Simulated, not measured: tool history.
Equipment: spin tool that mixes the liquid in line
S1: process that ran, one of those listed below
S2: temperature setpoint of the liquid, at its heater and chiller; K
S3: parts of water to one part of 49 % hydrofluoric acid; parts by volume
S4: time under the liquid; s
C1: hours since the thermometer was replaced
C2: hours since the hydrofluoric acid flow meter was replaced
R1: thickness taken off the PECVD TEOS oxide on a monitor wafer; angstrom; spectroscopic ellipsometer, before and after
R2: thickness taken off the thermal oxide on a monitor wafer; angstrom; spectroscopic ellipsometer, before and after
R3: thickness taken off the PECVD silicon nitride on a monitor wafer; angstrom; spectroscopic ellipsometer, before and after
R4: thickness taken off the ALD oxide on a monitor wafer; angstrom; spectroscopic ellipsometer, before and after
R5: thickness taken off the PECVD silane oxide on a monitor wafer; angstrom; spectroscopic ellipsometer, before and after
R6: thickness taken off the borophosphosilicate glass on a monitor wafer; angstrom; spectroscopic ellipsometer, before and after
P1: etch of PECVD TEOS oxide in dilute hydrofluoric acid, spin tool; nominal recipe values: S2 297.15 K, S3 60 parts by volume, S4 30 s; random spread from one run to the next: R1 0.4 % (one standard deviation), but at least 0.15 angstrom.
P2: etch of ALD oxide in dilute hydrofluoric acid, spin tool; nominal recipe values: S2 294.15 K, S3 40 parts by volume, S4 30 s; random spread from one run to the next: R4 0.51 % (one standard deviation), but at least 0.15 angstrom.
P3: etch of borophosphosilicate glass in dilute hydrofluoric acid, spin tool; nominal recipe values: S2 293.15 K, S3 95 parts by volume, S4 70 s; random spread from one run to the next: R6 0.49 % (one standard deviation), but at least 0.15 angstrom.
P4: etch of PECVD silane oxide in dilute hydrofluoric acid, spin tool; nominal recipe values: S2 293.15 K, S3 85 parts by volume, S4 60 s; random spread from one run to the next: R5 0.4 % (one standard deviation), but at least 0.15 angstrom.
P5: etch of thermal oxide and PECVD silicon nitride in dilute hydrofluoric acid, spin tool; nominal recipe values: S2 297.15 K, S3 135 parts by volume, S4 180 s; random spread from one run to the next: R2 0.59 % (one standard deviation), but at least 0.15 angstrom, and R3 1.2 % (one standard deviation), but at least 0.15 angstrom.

Run 1, hour 7.9: S1 P1, S2 297.15 K, S3 60 parts by volume, S4 30 s; C1 412.4; C2 807.5. Result: R1 143.270 angstrom.
Run 2, hour 14.6: S1 P5, S2 297.15 K, S3 135 parts by volume, S4 180 s; C1 419.1; C2 814.2. Result: R2 57.813 angstrom, R3 22.658 angstrom.
Run 3, hour 20.1: S1 P2, S2 294.15 K, S3 40 parts by volume, S4 50 s; C1 424.6; C2 819.7. Result: R4 381.79 angstrom.
Run 4, hour 27.7: S1 P1, S2 297.15 K, S3 105 parts by volume, S4 15 s; C1 432.2; C2 827.3. Result: R1 38.749 angstrom.
Run 5, hour 34.4: S1 P1, S2 297.15 K, S3 60 parts by volume, S4 50 s; C1 438.9; C2 834.0. Result: R1 239.400 angstrom.
Run 6, hour 43.8: S1 P4, S2 293.15 K, S3 85 parts by volume, S4 95 s; C1 448.3; C2 843.4. Result: R5 206.900 angstrom.
Run 7, hour 52.2: S1 P1, S2 297.15 K, S3 60 parts by volume, S4 30 s; C1 456.7; C2 851.8. Result: R1 143.730 angstrom.
Run 8, hour 61.1: S1 P1, S2 297.15 K, S3 110 parts by volume, S4 30 s; C1 465.6; C2 860.7. Result: R1 73.138 angstrom.
Run 9, hour 70.3: S1 P1, S2 297.15 K, S3 60 parts by volume, S4 15 s; C1 474.8; C2 869.9. Result: R1 72.222 angstrom.
Run 10, hour 76.6: S1 P5, S2 297.15 K, S3 220 parts by volume, S4 180 s; C1 481.1; C2 876.2. Result: R2 32.616 angstrom, R3 14.122 angstrom.
Run 11, hour 85.3: S1 P1, S2 302.15 K, S3 60 parts by volume, S4 60 s; C1 489.8; C2 884.9. Result: R1 351.700 angstrom.
Run 12, hour 93.0: S1 P1, S2 297.15 K, S3 60 parts by volume, S4 30 s; C1 497.5; C2 892.6. Result: R1 144.080 angstrom.
Run 13, hour 100.7: S1 P4, S2 293.15 K, S3 85 parts by volume, S4 60 s; C1 505.2; C2 900.3. Result: R5 129.690 angstrom.
Run 14, hour 110.6: S1 P3, S2 299.15 K, S3 95 parts by volume, S4 70 s; C1 515.1; C2 910.2. Result: R6 379.64 angstrom.
Run 15, hour 118.6: S1 P4, S2 293.15 K, S3 150 parts by volume, S4 60 s; C1 523.1; C2 918.2. Result: R5 69.297 angstrom.
Run 16, hour 125.2: S1 P1, S2 297.15 K, S3 60 parts by volume, S4 30 s; C1 529.7; C2 924.8. Result: R1 143.750 angstrom.
Run 17, hour 134.1: S1 P2, S2 294.15 K, S3 60 parts by volume, S4 30 s; C1 538.6; C2 933.7. Result: R4 150.38 angstrom.
At hour 138.9: thermometer replaced.
Run 18, hour 140.6: S1 P1, S2 297.15 K, S3 30 parts by volume, S4 30 s; C1 1.8; C2 940.2. Result: R1 300.020 angstrom.
Run 19, hour 151.2: S1 P1, S2 303.15 K, S3 60 parts by volume, S4 30 s; C1 12.4; C2 950.8. Result: R1 182.920 angstrom.
Run 20, hour 161.2: S1 P4, S2 293.15 K, S3 85 parts by volume, S4 60 s; C1 22.4; C2 960.8. Result: R5 131.020 angstrom.
Run 21, hour 168.4: S1 P3, S2 293.15 K, S3 95 parts by volume, S4 70 s; C1 29.6; C2 968.0. Result: R6 298.92 angstrom.
Run 22, hour 176.2: S1 P5, S2 297.15 K, S3 135 parts by volume, S4 335 s; C1 37.4; C2 975.8. Result: R2 108.700 angstrom, R3 42.581 angstrom.
Run 23, hour 183.6: S1 P4, S2 290.15 K, S3 85 parts by volume, S4 60 s; C1 44.8; C2 983.2. Result: R5 115.980 angstrom.
Run 24, hour 189.9: S1 P3, S2 293.15 K, S3 95 parts by volume, S4 115 s; C1 51.1; C2 989.5. Result: R6 487.80 angstrom.
Run 25, hour 194.6: S1 P1, S2 297.15 K, S3 60 parts by volume, S4 30 s; C1 55.8; C2 994.2. Result: R1 142.450 angstrom.
Run 26, hour 204.5: S1 P1, S2 290.15 K, S3 60 parts by volume, S4 30 s; C1 65.7; C2 1004.1. Result: R1 106.440 angstrom.
Run 27, hour 210.1: S1 P3, S2 293.15 K, S3 95 parts by volume, S4 70 s; C1 71.3; C2 1009.7. Result: R6 297.67 angstrom.
Run 28, hour 219.8: S1 P3, S2 293.15 K, S3 45 parts by volume, S4 70 s; C1 81.0; C2 1019.4. Result: R6 664.89 angstrom.
Run 29, hour 227.1: S1 P2, S2 294.15 K, S3 40 parts by volume, S4 30 s; C1 88.3; C2 1026.7. Result: R4 230.39 angstrom.
Run 30, hour 232.8: S1 P1, S2 297.15 K, S3 60 parts by volume, S4 30 s; C1 94.0; C2 1032.4. Result: R1 143.670 angstrom.
Run 31, hour 240.4: S1 P1, S2 302.65 K, S3 95 parts by volume, S4 30 s; C1 101.6; C2 1040.0. Result: R1 108.090 angstrom.
Run 32, hour 248.7: S1 P5, S2 300.65 K, S3 135 parts by volume, S4 180 s; C1 109.9; C2 1048.3. Result: R2 66.731 angstrom, R3 29.527 angstrom.
Run 33, hour 255.9: S1 P2, S2 290.15 K, S3 40 parts by volume, S4 30 s; C1 117.1; C2 1055.5. Result: R4 194.97 angstrom.
Run 34, hour 265.2: S1 P5, S2 297.15 K, S3 135 parts by volume, S4 180 s; C1 126.4; C2 1064.8. Result: R2 58.356 angstrom, R3 23.406 angstrom.
Run 35, hour 274.5: S1 P1, S2 297.15 K, S3 60 parts by volume, S4 30 s; C1 135.7; C2 1074.1. Result: R1 142.930 angstrom.
Run 36, hour 281.4: S1 P1, S2 297.15 K, S3 60 parts by volume, S4 30 s; C1 142.6; C2 1081.0. Result: R1 140.620 angstrom.
Run 37, hour 291.3: S1 P1, S2 297.15 K, S3 60 parts by volume, S4 30 s; C1 152.5; C2 1090.9. Result: R1 138.750 angstrom.
Run 38, hour 297.4: S1 P1, S2 297.15 K, S3 60 parts by volume, S4 30 s; C1 158.6; C2 1097.0. Result: R1 137.600 angstrom.
Run 39, hour 306.3: S1 P1, S2 297.15 K, S3 60 parts by volume, S4 30 s; C1 167.5; C2 1105.9. Result: R1 137.040 angstrom.
Run 40, hour 317.4: S1 P1, S2 297.15 K, S3 60 parts by volume, S4 30 s; C1 178.6; C2 1117.0. Result: R1 136.030 angstrom.
Run 41, hour 323.8: S1 P1, S2 297.15 K, S3 60 parts by volume, S4 30 s; C1 185.0; C2 1123.4. Result: R1 134.210 angstrom.
Run 42, hour 331.1: S1 P1, S2 297.15 K, S3 60 parts by volume, S4 30 s; C1 192.3; C2 1130.7. Result: R1 134.630 angstrom.
Run 43, hour 339.8: S1 P1, S2 297.15 K, S3 60 parts by volume, S4 30 s; C1 201.0; C2 1139.4. Result: R1 134.540 angstrom.
Run 44, hour 349.0: S1 P1, S2 297.15 K, S3 60 parts by volume, S4 30 s; C1 210.2; C2 1148.6. Result: R1 133.510 angstrom.
Run 45, hour 359.2: S1 P1, S2 297.15 K, S3 60 parts by volume, S4 30 s; C1 220.4; C2 1158.8. Result: R1 133.880 angstrom.
Run 46, hour 369.9: S1 P1, S2 297.15 K, S3 60 parts by volume, S4 30 s; C1 231.1; C2 1169.5. Result: R1 133.900 angstrom.

What P1 gives has crept away from where it was. These 2 causes fit the log equally well, each at the size given:
A: liquid colder than its thermometer reads (K) = 1.71
B: hydrofluoric acid flow below the setpoint (%) = 6.29
The onset of the drift is placed at about hour 274.5.

Below are 4 check runs, each averaged over 5 wafers, with their results shown as question marks. Which of them would give clearly different results depending on which cause is behind the drift?
Run check 1, hour 380.6: S1 P2, S2 294.15 K, S3 40 parts by volume, S4 30 s. Result: R4 ?.
Run check 2, hour 380.6: S1 P3, S2 293.15 K, S3 95 parts by volume, S4 70 s. Result: R6 ?.
Run check 3, hour 380.6: S1 P4, S2 293.15 K, S3 85 parts by volume, S4 60 s. Result: R5 ?.
Run check 4, hour 380.6: S1 P5, S2 297.15 K, S3 135 parts by volume, S4 180 s. Result: R2 ?, R3 ?.

Outcome of each check run for each possible cause:
  check  result     if A     if B
check 1      R4   214.07   215.12
check 2      R6   276.85   276.53
check 3      R5  121.440  121.430
check 4      R2   54.670   54.189
check 4      R3   20.820   21.834
Distance between the nearest two causes, measured in the result of the check that separates them most: check 1 0.49 %; check 2 0.11 %; check 3 0.01 %; check 4 4.76 %
The causes can be told apart only by check 4. The other checks would give nearly the same results under each of them.

After running check 4, the following was obtained: R2 54.191 angstrom; R3 21.889 angstrom. Which cause does this point to?

It is B: hydrofluoric acid flow below the setpoint (%).
